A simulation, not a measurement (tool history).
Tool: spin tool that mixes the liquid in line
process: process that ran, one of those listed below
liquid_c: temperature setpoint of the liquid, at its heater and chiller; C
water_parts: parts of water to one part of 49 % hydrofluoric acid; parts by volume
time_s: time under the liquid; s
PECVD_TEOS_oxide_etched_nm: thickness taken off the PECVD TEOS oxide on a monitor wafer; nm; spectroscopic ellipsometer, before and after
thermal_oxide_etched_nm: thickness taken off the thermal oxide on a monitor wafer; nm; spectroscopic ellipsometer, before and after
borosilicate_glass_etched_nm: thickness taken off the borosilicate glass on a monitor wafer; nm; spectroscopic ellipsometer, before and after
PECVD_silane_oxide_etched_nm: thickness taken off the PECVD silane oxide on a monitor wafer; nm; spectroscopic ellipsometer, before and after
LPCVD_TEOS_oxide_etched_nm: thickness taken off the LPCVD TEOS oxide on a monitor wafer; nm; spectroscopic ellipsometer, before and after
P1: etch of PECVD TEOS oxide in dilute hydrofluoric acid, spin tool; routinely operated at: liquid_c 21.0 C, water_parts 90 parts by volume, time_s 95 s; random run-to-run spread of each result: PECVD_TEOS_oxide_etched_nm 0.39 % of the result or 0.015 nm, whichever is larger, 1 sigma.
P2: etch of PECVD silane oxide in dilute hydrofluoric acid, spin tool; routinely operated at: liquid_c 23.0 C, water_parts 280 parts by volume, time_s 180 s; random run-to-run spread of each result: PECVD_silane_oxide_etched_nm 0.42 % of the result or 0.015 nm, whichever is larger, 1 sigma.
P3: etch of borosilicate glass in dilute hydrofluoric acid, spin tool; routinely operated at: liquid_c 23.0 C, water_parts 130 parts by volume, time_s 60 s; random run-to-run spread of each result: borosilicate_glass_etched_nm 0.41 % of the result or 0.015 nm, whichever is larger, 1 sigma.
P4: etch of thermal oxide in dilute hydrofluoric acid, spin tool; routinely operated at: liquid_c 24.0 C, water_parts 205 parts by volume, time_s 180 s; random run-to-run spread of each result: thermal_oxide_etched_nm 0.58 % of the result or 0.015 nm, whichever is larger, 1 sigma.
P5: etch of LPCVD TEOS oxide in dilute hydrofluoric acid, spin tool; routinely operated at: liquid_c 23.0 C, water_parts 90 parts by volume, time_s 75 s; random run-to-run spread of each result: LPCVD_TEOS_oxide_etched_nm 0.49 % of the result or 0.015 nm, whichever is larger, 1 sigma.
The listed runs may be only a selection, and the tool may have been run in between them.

run	hour	process	liquid_c	water_parts	time_s	hours since the thermometer was replaced	hours since the hydrofluoric acid flow meter was replaced	PECVD_TEOS_oxide_etched_nm	thermal_oxide_etched_nm	borosilicate_glass_etched_nm	PECVD_silane_oxide_etched_nm	LPCVD_TEOS_oxide_etched_nm
1	8.3	P1	21.0	90	95	154.7	382.0	13.9040				
2	21.7	P4	24.0	205	180	168.1	395.4		3.4595			
3	29.5	P1	21.0	20	165	175.9	403.2	117.8000				
4	41.5	P3	23.0	130	60	187.9	415.2			23.6180		
5	56.0	P2	23.0	510	180	202.4	429.7				5.0953	
6	66.8	P1	21.0	90	30	213.2	440.5	4.4396				
7	76.8	P4	24.0	90	180	223.2	450.5		8.9709			
8	88.1	P1	21.0	90	95	234.5	461.8	13.9570				
9	99.2	P4	24.0	205	180	245.6	472.9		3.4315			
10	112.8	P2	31.5	280	180	259.2	486.5				15.2070	
11	121.2	P3	23.0	65	60	267.6	494.9			51.5540		
12	131.1	P1	21.0	90	95	277.5	504.8	14.0010				
13	143.9	P4	24.0	205	340	290.3	517.6		6.5405			
14	151.5	P1	21.0	140	95	297.9	525.2	8.5440				
15	164.0	P4	29.0	205	180	310.4	537.7		4.1592			
16	176.6	P5	23.0	90	35	323.0	550.3					12.287
17	185.6	P2	23.0	280	180	332.0	559.3				11.2840	
18	193.6	P3	23.0	130	60	340.0	567.3			23.7280		
19	204.8	P1	28.0	90	95	351.2	578.5	18.4970				
20	215.3	P3	23.0	130	25	361.7	589.0			9.9189		
21	228.4	P2	23.0	280	305	374.8	602.1				19.2460	
22	242.6	P1	21.0	90	95	389.0	616.3	14.0730				
23	250.9	P3	31.0	130	60	397.3	624.6			32.0940		
24	260.4	P5	27.5	90	75	406.8	634.1					31.072
25	269.8	P1	21.0	90	175	416.2	643.5	25.5570				
26	279.3	P1	17.0	90	95	425.7	653.0	11.8250				
27	292.0	P1	21.0	90	95	438.4	665.7	13.9040				
28	298.8	P1	17.0	90	15	445.2	672.5	1.8829				
29	308.1	P1	21.0	55	95	454.5	681.8	23.8840				
30	322.5	P5	23.0	90	75	468.9	696.2					26.140
31	335.4	P5	23.0	150	75	481.8	709.1					14.642
32	345.2	P1	21.0	90	95	491.6	718.9	13.9920				
33	359.0	P1	21.0	90	95	505.4	732.7	14.3930				
34	372.6	P1	21.0	90	95	519.0	746.3	14.5980				
35	386.4	P1	21.0	90	95	532.8	760.1	14.7800				
36	396.7	P1	21.0	90	95	543.1	770.4	14.8300				
37	404.9	P1	21.0	90	95	551.3	778.6	14.8740				
38	418.7	P1	21.0	90	95	565.1	792.4	14.9290				
39	431.2	P1	21.0	90	95	577.6	804.9	14.9880				
40	439.3	P1	21.0	90	95	585.7	813.0	14.9880				
41	446.5	P1	21.0	90	95	592.9	820.2	15.0490				
42	454.4	P1	21.0	90	95	600.8	828.1	14.9800				

P1 has crept away from where it was. The log is fitted equally well by each of these 2 causes, at the sizes shown:
A: hydrofluoric acid flow above the setpoint (%) = 6.98
B: liquid hotter than its thermometer reads (K) = 1.83
Creep in the process output first set in at about hour 345.2.

Below are 4 check runs, each on a single wafer, with their results shown as question marks. Which of them would tell the listed causes apart, meaning the causes would give clearly different results under it?
check 1	462.3	P4	24.0	110	180				?			
check 2	462.3	P2	30.5	495	180						?	
check 3	462.3	P5	23.0	130	75							?
check 4	462.3	P3	27.0	130	60					?		

How each check would come out, cause by cause:
check	result	if A	if B
check 1	thermal_oxide_etched_nm	7.7430	7.7053
check 2	PECVD_silane_oxide_etched_nm	7.3759	7.0412
check 3	LPCVD_TEOS_oxide_etched_nm	18.613	18.498
check 4	borosilicate_glass_etched_nm	29.9410	29.6460
Smallest distance between any two causes, each pair judged by its most separating result, in per cent: check 1 0.49 %; check 2 4.64 %; check 3 0.62 %; check 4 0.99 %
Of the check runs offered, only check 2 discriminates between the causes; the rest would read about the same regardless of which cause applies.

Running check 2 produced the following: PECVD_silane_oxide_etched_nm 7.0271 nm. Which one of the listed causes fits?

The correct cause is B, namely: liquid hotter than its thermometer reads (K).

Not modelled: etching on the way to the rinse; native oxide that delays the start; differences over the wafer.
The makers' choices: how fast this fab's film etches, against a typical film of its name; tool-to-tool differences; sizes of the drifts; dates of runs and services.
